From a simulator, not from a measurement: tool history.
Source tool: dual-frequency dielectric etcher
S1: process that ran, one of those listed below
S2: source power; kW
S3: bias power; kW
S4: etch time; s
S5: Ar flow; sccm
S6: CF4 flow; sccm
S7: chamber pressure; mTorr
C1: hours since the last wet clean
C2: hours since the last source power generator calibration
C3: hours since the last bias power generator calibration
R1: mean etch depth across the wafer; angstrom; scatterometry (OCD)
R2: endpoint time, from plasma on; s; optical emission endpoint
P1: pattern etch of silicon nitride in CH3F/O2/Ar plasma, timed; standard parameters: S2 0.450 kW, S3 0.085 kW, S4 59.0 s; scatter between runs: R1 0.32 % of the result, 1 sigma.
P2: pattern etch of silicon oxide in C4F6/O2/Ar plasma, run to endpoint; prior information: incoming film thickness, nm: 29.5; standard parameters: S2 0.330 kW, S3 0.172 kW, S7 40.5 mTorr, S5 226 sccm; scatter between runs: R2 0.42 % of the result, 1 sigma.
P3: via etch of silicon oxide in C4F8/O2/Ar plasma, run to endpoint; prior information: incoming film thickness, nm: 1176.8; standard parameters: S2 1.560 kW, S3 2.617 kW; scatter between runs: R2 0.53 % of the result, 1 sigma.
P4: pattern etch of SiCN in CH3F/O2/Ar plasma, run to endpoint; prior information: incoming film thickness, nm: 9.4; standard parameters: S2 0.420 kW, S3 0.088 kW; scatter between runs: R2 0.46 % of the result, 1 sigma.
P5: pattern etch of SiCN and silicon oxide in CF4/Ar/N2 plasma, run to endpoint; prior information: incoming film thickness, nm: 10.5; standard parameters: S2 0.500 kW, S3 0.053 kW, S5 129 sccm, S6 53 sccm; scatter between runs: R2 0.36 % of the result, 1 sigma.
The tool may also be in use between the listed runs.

run	hour	S1	S2	S3	S4	S5	S6	S7	C1	C2	C3	R1	R2
1	7.4	P1	0.450	0.085	59.0				124.4	2951.5	3162.8	446.34	
2	18.0	P1	0.450	0.085	59.0				135.0	2962.1	3173.4	447.32	
3	28.9	P5	0.360	0.053		129	53		145.9	2973.0	3184.3		18.095
4	39.4	P1	0.520	0.069	59.0				156.4	2983.5	3194.8	439.20	
5	44.8	P1	0.450	0.085	59.0				161.8	2988.9	3200.2	444.74	
6	49.7	P5	0.500	0.053		129	53		166.7	2993.8	3205.1		13.505
7	55.2	P3	1.560	2.617					172.2	2999.3	3210.6		242.830
8	65.7	P1	0.450	0.085	59.0				182.7	3009.8	3221.1	445.81	
9	71.6	P2	0.260	0.172		226		40.5	188.6	3015.7	3227.0		11.517
10	81.2	P1	0.300	0.085	47.0				198.2	3025.3	3236.6	304.35	
11	91.4	P3	1.940	2.617					208.4	3035.5	3246.8		224.050
12	97.0	P1	0.450	0.085	59.0				214.0	3041.1	3252.4	445.01	
13	104.2	P5	0.500	0.053		91	53		221.2	3048.3	3259.6		12.631
14	112.1	P2	0.330	0.172		283		40.5	229.1	3056.2	3267.5		10.732
15	119.4	P1	0.320	0.085	59.0				236.4	3063.5	3274.8	393.92	
16	129.2	P1	0.450	0.085	39.0				246.2	3073.3	3284.6	294.27	
17	138.0	P1	0.330	0.085	44.0				255.0	3082.1	3293.4	294.23	
18	145.3	P4	0.260	0.088					262.3	3089.4	3300.7		26.360
19	150.7	P5	0.500	0.032		129	53		267.7	3094.8	3306.1		15.798
# hour 156.5: source power generator calibrated
20	161.5	P5	0.500	0.053		129	73		278.5	5.1	3316.9		12.623
21	168.5	P2	0.330	0.172		226		40.5	285.5	12.1	3323.9		10.438
22	175.0	P4	0.420	0.059					292.0	18.6	3330.4		25.175
23	180.2	P3	1.560	3.451					297.2	23.8	3335.6		221.550
24	185.2	P2	0.330	0.172		226		50.0	302.2	28.8	3340.6		10.829
25	191.0	P1	0.450	0.054	59.0				308.0	34.6	3346.4	382.03	
26	201.1	P2	0.330	0.106		226		40.5	318.1	44.7	3356.5		12.132
27	209.7	P1	0.450	0.111	59.0				326.7	53.3	3365.1	488.66	
28	219.9	P4	0.420	0.088					336.9	63.5	3375.3		21.959
# hour 220.2: wet clean of the chamber
29	226.6	P1	0.450	0.085	78.5				6.4	70.2	3382.0	592.19	
30	235.3	P3	1.560	2.617					15.1	78.9	3390.7		242.060
31	242.1	P1	0.550	0.085	59.0				21.9	85.7	3397.5	484.19	
32	253.1	P1	0.450	0.085	59.0				32.9	96.7	3408.5	447.26	
33	258.0	P1	0.450	0.085	59.0				37.8	101.6	3413.4	449.59	
34	265.8	P1	0.450	0.085	59.0				45.6	109.4	3421.2	451.09	
35	274.2	P1	0.450	0.085	59.0				54.0	117.8	3429.6	451.65	
36	283.6	P1	0.450	0.085	59.0				63.4	127.2	3439.0	450.67	
37	289.0	P1	0.450	0.085	59.0				68.8	132.6	3444.4	453.92	
# hour 290.3: wet clean of the chamber
38	295.8	P1	0.450	0.085	59.0				5.6	139.4	3451.2	453.52	
39	300.6	P1	0.450	0.085	59.0				10.4	144.2	3456.0	453.14	
40	309.5	P1	0.450	0.085	59.0				19.3	153.1	3464.9	453.27	

What P1 gives has crept off from where it sat before. The 2 causes that follow fit the log equally well, each at the size noted:
A: source power that arrives over what is set, % = 4.35
B: bias power that arrives over what is set, % = 4.64
The onset of the drift is placed at about hour 253.1.
Other possible causes, and why each is ruled out:
chamber walls in a state that raises the etch rate, %: its service at hour 290.3 followed the start of the drift and did not put the process back to its old value

Consider the 4 check runs below, whose results appear as question marks and each of which averages 2 wafers. Which one distinguishes the causes, in that each cause would give it a clearly different result?
check 1	318.4	P4	0.420	0.072									?
check 2	318.4	P2	0.330	0.107		226		40.5					?
check 3	318.4	P5	0.500	0.037		129	69						?
check 4	318.4	P3	1.800	3.006									?

What every check run would give for each of its results, assuming each possible cause in turn:
check	result	if A	if B
check 1	R2	23.303	23.302
check 2	R2	11.888	11.937
check 3	R2	13.821	14.166
check 4	R2	215.060	215.560
Separation of the two closest causes in each check, using whichever result separates them best: check 1 0 %; check 2 0.42 %; check 3 2.47 %; check 4 0.23 %
Only in check 3 would the causes give clearly different results; in the remaining checks their results would be nearly the same.

Running check 3 produced the following: R2 13.838 s. Which one of the listed causes fits?

It is A: source power that arrives over what is set, %.
